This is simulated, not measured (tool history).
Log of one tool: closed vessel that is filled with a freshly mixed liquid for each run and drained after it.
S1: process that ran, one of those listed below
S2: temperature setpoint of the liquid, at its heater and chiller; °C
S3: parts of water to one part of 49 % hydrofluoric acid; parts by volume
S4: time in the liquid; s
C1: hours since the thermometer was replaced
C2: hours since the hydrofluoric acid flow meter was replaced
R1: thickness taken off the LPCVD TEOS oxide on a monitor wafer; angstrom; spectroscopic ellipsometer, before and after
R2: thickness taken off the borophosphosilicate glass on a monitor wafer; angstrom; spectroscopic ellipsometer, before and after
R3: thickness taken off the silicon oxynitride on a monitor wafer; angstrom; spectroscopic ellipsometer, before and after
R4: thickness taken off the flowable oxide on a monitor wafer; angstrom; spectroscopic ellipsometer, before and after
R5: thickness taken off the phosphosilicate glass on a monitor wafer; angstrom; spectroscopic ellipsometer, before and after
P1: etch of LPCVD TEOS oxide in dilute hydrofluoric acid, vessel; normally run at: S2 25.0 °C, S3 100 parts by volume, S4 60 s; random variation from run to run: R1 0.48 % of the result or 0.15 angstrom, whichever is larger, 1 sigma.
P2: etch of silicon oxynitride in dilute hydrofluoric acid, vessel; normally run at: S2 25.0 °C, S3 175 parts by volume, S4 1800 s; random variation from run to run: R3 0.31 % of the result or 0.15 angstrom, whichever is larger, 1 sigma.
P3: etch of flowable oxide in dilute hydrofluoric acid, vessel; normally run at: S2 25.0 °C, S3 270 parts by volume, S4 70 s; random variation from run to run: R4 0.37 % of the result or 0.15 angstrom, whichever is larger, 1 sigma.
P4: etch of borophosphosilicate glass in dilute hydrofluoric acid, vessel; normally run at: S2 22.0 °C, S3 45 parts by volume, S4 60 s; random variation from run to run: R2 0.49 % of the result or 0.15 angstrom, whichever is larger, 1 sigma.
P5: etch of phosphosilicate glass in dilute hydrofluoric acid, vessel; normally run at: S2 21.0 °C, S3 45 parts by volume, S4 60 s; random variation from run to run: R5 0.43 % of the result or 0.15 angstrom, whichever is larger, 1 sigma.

run,hour,S1,S2,S3,S4,C1,C2,R1,R2,R3,R4,R5
1,16.3,P1,25.0,100,60,1337.9,88.9,278.80,,,,
2,30.5,P4,22.0,45,30,1352.1,103.1,,229.61,,,
3,43.5,P1,25.0,100,60,1365.1,116.1,279.70,,,,
4,50.9,P1,19.5,60,60,1372.5,123.5,392.20,,,,
5,60.5,P2,32.5,175,1800,1382.1,133.1,,,249.78,,
6,70.5,P3,25.0,270,70,1392.1,143.1,,,,62.740,
7,80.4,P3,25.0,270,35,1402.0,153.0,,,,31.573,
8,94.8,P3,25.0,480,70,1416.4,167.4,,,,29.464,
9,107.7,P3,33.5,270,70,1429.3,180.3,,,,83.766,
10,116.2,P1,25.0,100,60,1437.8,188.8,279.56,,,,
11,127.9,P1,25.0,100,60,1449.5,200.5,279.12,,,,
12,135.5,P5,21.0,45,60,1457.1,208.1,,,,,2329.1
13,147.9,P3,25.0,270,70,1469.5,220.5,,,,63.403,
14,156.0,P5,29.0,45,60,1477.6,228.6,,,,,3229.7
15,165.5,P1,25.0,100,60,1487.1,238.1,278.96,,,,
16,181.3,P1,25.0,100,60,1502.9,253.9,279.71,,,,
17,190.0,P1,25.0,100,60,1511.6,262.6,280.07,,,,
18,201.2,P1,19.0,100,60,1522.8,273.8,217.99,,,,
19,214.7,P2,25.0,175,1800,1536.3,287.3,,,181.43,,
20,225.0,P2,25.0,260,1800,1546.6,297.6,,,115.15,,
21,235.1,P4,22.0,45,60,1556.7,307.7,,454.89,,,
22,245.9,P1,25.0,100,30,1567.5,318.5,140.47,,,,
23,258.6,P4,22.0,70,60,1580.2,331.2,,283.58,,,
24,273.7,P1,30.5,100,60,1595.3,346.3,342.44,,,,
25,289.3,P1,25.0,180,60,1610.9,361.9,142.25,,,,
26,301.7,P4,18.0,45,60,1623.3,374.3,,386.41,,,
27,316.1,P1,25.0,50,60,1637.7,388.7,600.74,,,,
28,326.9,P5,21.0,65,60,1648.5,399.5,,,,,1560.7
29,335.3,P5,21.0,45,100,1656.9,407.9,,,,,3884.1
30,342.5,P2,25.0,175,1800,1664.1,415.1,,,181.02,,
31,354.5,P2,25.0,175,3400,1676.1,427.1,,,341.69,,
32,370.7,P1,25.0,100,85,1692.3,443.3,398.95,,,,

The next listed run, before its measurement:
33,381.1,P1,25.0,100,60,1702.7,453.7,?,,,,

{"run 33": {"R1": 278.24}}
